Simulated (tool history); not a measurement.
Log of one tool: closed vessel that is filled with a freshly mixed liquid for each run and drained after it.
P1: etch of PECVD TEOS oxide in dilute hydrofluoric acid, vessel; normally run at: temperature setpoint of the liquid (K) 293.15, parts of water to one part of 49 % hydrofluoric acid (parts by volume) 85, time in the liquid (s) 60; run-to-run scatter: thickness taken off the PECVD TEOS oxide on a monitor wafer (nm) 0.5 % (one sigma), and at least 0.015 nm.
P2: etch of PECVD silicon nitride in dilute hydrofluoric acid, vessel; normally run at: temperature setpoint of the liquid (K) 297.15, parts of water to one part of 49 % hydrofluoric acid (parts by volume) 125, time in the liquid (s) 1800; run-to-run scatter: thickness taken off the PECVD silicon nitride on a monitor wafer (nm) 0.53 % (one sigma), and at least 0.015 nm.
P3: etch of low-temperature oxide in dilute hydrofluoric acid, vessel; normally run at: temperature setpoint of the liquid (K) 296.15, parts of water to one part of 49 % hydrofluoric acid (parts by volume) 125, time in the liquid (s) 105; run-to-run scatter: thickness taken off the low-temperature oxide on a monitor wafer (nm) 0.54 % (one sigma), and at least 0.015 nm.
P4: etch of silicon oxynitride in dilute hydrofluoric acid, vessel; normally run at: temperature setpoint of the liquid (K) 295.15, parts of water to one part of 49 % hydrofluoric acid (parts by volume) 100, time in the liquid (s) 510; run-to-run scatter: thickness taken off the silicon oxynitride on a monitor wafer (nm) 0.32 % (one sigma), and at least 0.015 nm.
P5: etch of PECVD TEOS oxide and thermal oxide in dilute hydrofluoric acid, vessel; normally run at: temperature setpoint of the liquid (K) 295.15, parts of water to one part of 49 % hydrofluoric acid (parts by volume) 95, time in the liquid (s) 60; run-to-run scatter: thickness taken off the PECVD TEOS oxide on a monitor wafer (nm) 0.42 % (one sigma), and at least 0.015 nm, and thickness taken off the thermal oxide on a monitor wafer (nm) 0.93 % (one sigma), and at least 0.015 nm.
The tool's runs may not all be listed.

run	day	process that ran	temperature setpoint of the liquid (K)	parts of water to one part of 49 % hydrofluoric acid (parts by volume)	time in the liquid (s)	hours since the thermometer was replaced	hours since the hydrofluoric acid flow meter was replaced	thickness taken off the PECVD TEOS oxide on a monitor wafer (nm)	thickness taken off the thermal oxide on a monitor wafer (nm)	thickness taken off the silicon oxynitride on a monitor wafer (nm)	thickness taken off the PECVD silicon nitride on a monitor wafer (nm)	thickness taken off the low-temperature oxide on a monitor wafer (nm)
1	0.104	P1	293.15	85	60	1265.8	548.6	13.148				
2	0.229	P1	293.15	85	60	1268.8	551.6	12.949				
3	0.317	P1	293.15	85	60	1270.9	553.7	13.218				
4	0.471	P5	295.15	95	105	1274.6	557.4	13.285	5.0162			
5	0.633	P4	295.15	100	510	1278.5	561.3			22.22		
6	0.771	P1	299.15	85	60	1281.8	564.6	16.562				
7	0.858	P5	295.15	95	60	1283.9	566.7	7.5706	2.902			
8	0.967	P1	297.15	85	85	1286.5	569.3	21.807				
9	1.096	P1	293.15	85	95	1289.6	572.4	20.885				
10	1.188	P1	293.15	30	60	1291.8	574.6	39.535				
11	1.354	P2	297.15	125	1800	1295.8	578.6				25.316	
12	1.542	P2	304.15	125	1800	1300.3	583.1				39.043	
13	1.721	P5	295.15	95	60	1304.6	587.4	7.499	2.9296			
14	1.875	P5	291.15	95	60	1308.3	591.1	6.4354	2.4158			
15	2.025	P3	296.15	125	30	1311.9	594.7					7.8803
16	2.121	P1	293.15	85	60	1314.2	597	13.156				
17	2.238	P4	302.15	100	510	1317	599.8			30.937		
18	2.375	P4	295.15	100	510	1320.3	603.1			22.239		
19	2.554	P1	293.15	85	30	1324.6	607.4	6.6168				
20	2.738	P3	304.65	125	105	1329	611.8					37.704
21	2.871	P1	290.15	85	30	1332.2	615	5.789				
22	3.029	P3	296.15	215	105	1336	618.8					14.533
23	3.2	P5	295.15	20	60	1340.1	622.9	39.861	14.725			
24	3.354	P2	297.15	40	1800	1343.8	626.6				77.484	
25	3.538	P3	296.15	125	105	1348.2	631					27.451
26	3.658	P4	295.15	100	855	1351.1	633.9			37.203		
27	3.742	P3	296.15	125	105	1353.1	635.9					27.309
28	3.838	P4	295.15	180	510	1355.4	638.2			11.636		
29	3.971	P1	293.15	135	60	1358.6	641.4	7.7564				
30	4.088	P1	293.15	45	30	1361.4	644.2	12.921				
31	4.233	P1	290.15	85	60	1364.9	647.7	11.571				
32	4.417	P2	297.15	125	3175	1369.3	652.1				44.588	
33	4.504	P1	293.15	85	60	1371.4	654.2	13.123				
34	4.629	P1	293.15	85	60	1374.4	657.2	13.377				
35	4.725	P1	293.15	85	60	1376.7	659.5	13.71				
36	4.871	P1	293.15	85	60	1380.2	663	13.948				
37	5.042	P1	293.15	85	60	1384.3	667.1	14.036				
38	5.212	P1	293.15	85	60	1388.4	671.2	14.217				
39	5.375	P1	293.15	85	60	1392.3	675.1	14.143				
40	5.496	P1	293.15	85	60	1395.2	678	14.192				

What P1 gives has crept away from where it was. These 2 causes fit the log equally well, each at the size given:
A: hydrofluoric acid flow above the setpoint (%) = 6.99
B: liquid hotter than its thermometer reads (K) = 1.8
The creep began at about day 4.504.

4 check runs are offered, one wafer each, their results left as question marks. Which one tells the causes apart?
check 1	5.617	P3	302.15	125	45							?
check 2	5.617	P4	302.15	100	510					?		
check 3	5.617	P2	297.15	55	1800						?	
check 4	5.617	P5	295.15	95	90			?	?			

What each check would give under each cause:
check	result	if A	if B
check 1	thickness taken off the low-temperature oxide on a monitor wafer (nm)	15.966	15.769
check 2	thickness taken off the silicon oxynitride on a monitor wafer (nm)	33.109	33.333
check 3	thickness taken off the PECVD silicon nitride on a monitor wafer (nm)	60.163	63.511
check 4	thickness taken off the PECVD TEOS oxide on a monitor wafer (nm)	12.255	12.222
check 4	thickness taken off the thermal oxide on a monitor wafer (nm)	4.6321	4.6197
How far apart the two closest causes lie, in the result that separates them most: check 1 1.24 %; check 2 0.68 %; check 3 5.41 %; check 4 0.27 %
Only check 3 tells the causes apart: in the others they would give nearly the same result.

Check 3 was then run and gave: thickness taken off the PECVD silicon nitride on a monitor wafer (nm) 59.769. Which cause is it?

It is A: hydrofluoric acid flow above the setpoint (%).

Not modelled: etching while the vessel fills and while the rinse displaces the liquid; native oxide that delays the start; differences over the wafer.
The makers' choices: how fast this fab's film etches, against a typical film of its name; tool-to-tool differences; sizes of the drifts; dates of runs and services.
